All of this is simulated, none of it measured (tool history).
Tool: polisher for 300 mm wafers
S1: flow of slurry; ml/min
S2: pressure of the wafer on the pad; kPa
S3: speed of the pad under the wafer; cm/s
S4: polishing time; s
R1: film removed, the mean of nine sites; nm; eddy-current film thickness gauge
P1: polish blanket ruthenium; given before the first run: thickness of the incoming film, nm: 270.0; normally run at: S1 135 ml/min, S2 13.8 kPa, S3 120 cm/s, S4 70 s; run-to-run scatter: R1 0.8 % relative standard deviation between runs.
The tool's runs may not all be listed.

run,hour,S1,S2,S3,S4,R1
1,4.7,135,13.8,120,70,110.87
# hour 7.4: slurry nozzle cleaned
2,7.7,180,13.8,120,70,114.26
3,13.4,135,13.8,120,70,111.84
4,16.6,135,13.8,120,70,109.85
5,19.5,135,6.2,120,70,49.551
6,24.9,135,13.8,120,70,111.53
7,30.1,135,13.8,120,70,110.33
8,33.8,135,21.4,120,70,170.17
9,38.4,135,13.8,56,102,74.33
10,42,135,13.8,120,38,59.744
11,45.7,135,13.8,84,70,77.165
12,49.3,80,13.8,120,70,98.123
13,54.6,135,13.8,120,93,145.2
14,58.6,135,13.8,184,70,166.99

Run 15 comes next. What will it give?
15,63.6,135,13.8,120,70,?

R1: 111.39 nm
